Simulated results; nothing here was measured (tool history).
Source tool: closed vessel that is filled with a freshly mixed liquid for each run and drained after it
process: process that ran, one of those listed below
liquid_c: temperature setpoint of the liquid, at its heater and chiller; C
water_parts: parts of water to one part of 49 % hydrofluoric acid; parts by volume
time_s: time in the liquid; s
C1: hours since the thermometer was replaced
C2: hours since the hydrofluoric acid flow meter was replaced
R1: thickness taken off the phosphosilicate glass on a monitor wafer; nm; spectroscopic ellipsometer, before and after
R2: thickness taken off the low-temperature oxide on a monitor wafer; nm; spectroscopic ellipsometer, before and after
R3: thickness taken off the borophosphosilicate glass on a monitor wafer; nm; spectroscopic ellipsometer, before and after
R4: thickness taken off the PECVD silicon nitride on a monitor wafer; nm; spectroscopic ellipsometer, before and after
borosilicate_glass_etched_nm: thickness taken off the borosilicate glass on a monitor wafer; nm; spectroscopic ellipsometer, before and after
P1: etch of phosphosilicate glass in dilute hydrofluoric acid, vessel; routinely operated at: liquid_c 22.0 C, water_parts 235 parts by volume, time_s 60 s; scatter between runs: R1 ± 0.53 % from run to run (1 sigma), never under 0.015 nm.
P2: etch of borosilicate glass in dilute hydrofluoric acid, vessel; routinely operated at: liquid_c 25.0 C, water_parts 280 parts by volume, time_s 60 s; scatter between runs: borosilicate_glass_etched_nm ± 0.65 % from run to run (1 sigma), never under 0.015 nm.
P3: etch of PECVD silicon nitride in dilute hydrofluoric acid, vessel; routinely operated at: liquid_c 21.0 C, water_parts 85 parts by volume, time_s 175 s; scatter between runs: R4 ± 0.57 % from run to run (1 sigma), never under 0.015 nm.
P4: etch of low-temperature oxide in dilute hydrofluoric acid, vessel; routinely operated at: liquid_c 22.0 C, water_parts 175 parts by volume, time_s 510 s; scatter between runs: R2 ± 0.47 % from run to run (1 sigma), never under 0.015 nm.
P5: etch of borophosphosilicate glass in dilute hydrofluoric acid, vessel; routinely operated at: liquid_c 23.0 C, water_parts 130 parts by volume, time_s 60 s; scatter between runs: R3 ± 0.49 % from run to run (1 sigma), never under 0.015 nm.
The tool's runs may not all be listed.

run 1 hour=4.9 | process=P1 liquid_c=22.0 water_parts=235 time_s=60 | C1=957.7 C2=126.5 | R1=30.568
run 2 hour=8.4 | process=P4 liquid_c=22.0 water_parts=175 time_s=185 | C1=961.2 C2=130.0 | R2=16.187
run 3 hour=11.9 | process=P5 liquid_c=23.0 water_parts=130 time_s=30 | C1=964.7 C2=133.5 | R3=7.8518
run 4 hour=15.8 | process=P5 liquid_c=23.0 water_parts=130 time_s=60 | C1=968.6 C2=137.4 | R3=15.8480
run 5 hour=20.9 | process=P1 liquid_c=22.0 water_parts=235 time_s=110 | C1=973.7 C2=142.5 | R1=55.821
run 6 hour=26.0 | process=P5 liquid_c=23.0 water_parts=200 time_s=60 | C1=978.8 C2=147.6 | R3=9.4610
run 7 hour=28.6 | process=P1 liquid_c=17.5 water_parts=235 time_s=60 | C1=981.4 C2=150.2 | R1=25.607
run 8 hour=33.7 | process=P3 liquid_c=21.0 water_parts=85 time_s=175 | C1=986.5 C2=155.3 | R4=7.1185
run 9 hour=39.6 | process=P4 liquid_c=22.0 water_parts=175 time_s=510 | C1=992.4 C2=161.2 | R2=45.113
run 10 hour=43.7 | process=P5 liquid_c=23.0 water_parts=130 time_s=60 | C1=996.5 C2=165.3 | R3=15.6710
run 11 hour=48.3 | process=P1 liquid_c=22.0 water_parts=235 time_s=35 | C1=1001.1 C2=169.9 | R1=17.726
run 12 hour=53.4 | process=P2 liquid_c=25.0 water_parts=280 time_s=60 | C1=1006.2 C2=175.0 | borosilicate_glass_etched_nm=4.7213
run 13 hour=57.4 | process=P2 liquid_c=25.0 water_parts=280 time_s=30 | C1=1010.2 C2=179.0 | borosilicate_glass_etched_nm=2.3543
run 14 hour=61.8 | process=P1 liquid_c=25.5 water_parts=365 time_s=60 | C1=1014.6 C2=183.4 | R1=19.666
run 15 hour=67.0 | process=P2 liquid_c=30.0 water_parts=280 time_s=60 | C1=1019.8 C2=188.6 | borosilicate_glass_etched_nm=5.5314
run 16 hour=72.1 | process=P1 liquid_c=22.0 water_parts=145 time_s=60 | C1=1024.9 C2=193.7 | R1=54.883
run 17 hour=77.0 | process=P3 liquid_c=21.0 water_parts=85 time_s=175 | C1=1029.8 C2=198.6 | R4=7.2167
run 18 hour=80.4 | process=P3 liquid_c=28.0 water_parts=85 time_s=175 | C1=1033.2 C2=202.0 | R4=11.4790
run 19 hour=85.1 | process=P3 liquid_c=21.0 water_parts=85 time_s=335 | C1=1037.9 C2=206.7 | R4=13.7080
run 20 hour=88.7 | process=P1 liquid_c=22.0 water_parts=235 time_s=60 | C1=1041.5 C2=210.3 | R1=30.518
run 21 hour=91.7 | process=P5 liquid_c=18.5 water_parts=130 time_s=60 | C1=1044.5 C2=213.3 | R3=13.0740
run 22 hour=96.2 | process=P1 liquid_c=22.0 water_parts=235 time_s=60 | C1=1049.0 C2=217.8 | R1=30.573
run 23 hour=101.6 | process=P1 liquid_c=30.5 water_parts=235 time_s=60 | C1=1054.4 C2=223.2 | R1=40.748
run 24 hour=105.2 | process=P1 liquid_c=22.0 water_parts=235 time_s=60 | C1=1058.0 C2=226.8 | R1=30.682
run 25 hour=110.7 | process=P2 liquid_c=25.0 water_parts=165 time_s=60 | C1=1063.5 C2=232.3 | borosilicate_glass_etched_nm=9.1116
run 26 hour=114.2 | process=P2 liquid_c=25.0 water_parts=280 time_s=60 | C1=1067.0 C2=235.8 | borosilicate_glass_etched_nm=4.7202
run 27 hour=118.9 | process=P3 liquid_c=21.0 water_parts=35 time_s=175 | C1=1071.7 C2=240.5 | R4=17.1680
run 28 hour=122.9 | process=P1 liquid_c=22.0 water_parts=235 time_s=60 | C1=1075.7 C2=244.5 | R1=30.655
run 29 hour=125.6 | process=P1 liquid_c=22.0 water_parts=390 time_s=60 | C1=1078.4 C2=247.2 | R1=15.936
run 30 hour=130.2 | process=P4 liquid_c=27.5 water_parts=175 time_s=510 | C1=1083.0 C2=251.8 | R2=55.526
run 31 hour=133.0 | process=P4 liquid_c=22.0 water_parts=175 time_s=510 | C1=1085.8 C2=254.6 | R2=45.020

For run 32, what comes out?
run 32 hour=136.1 | process=P1 liquid_c=17.0 water_parts=235 time_s=100 | C1=1088.9 C2=257.7 | R1=?

{"run 32": {"R1": 42.004}}
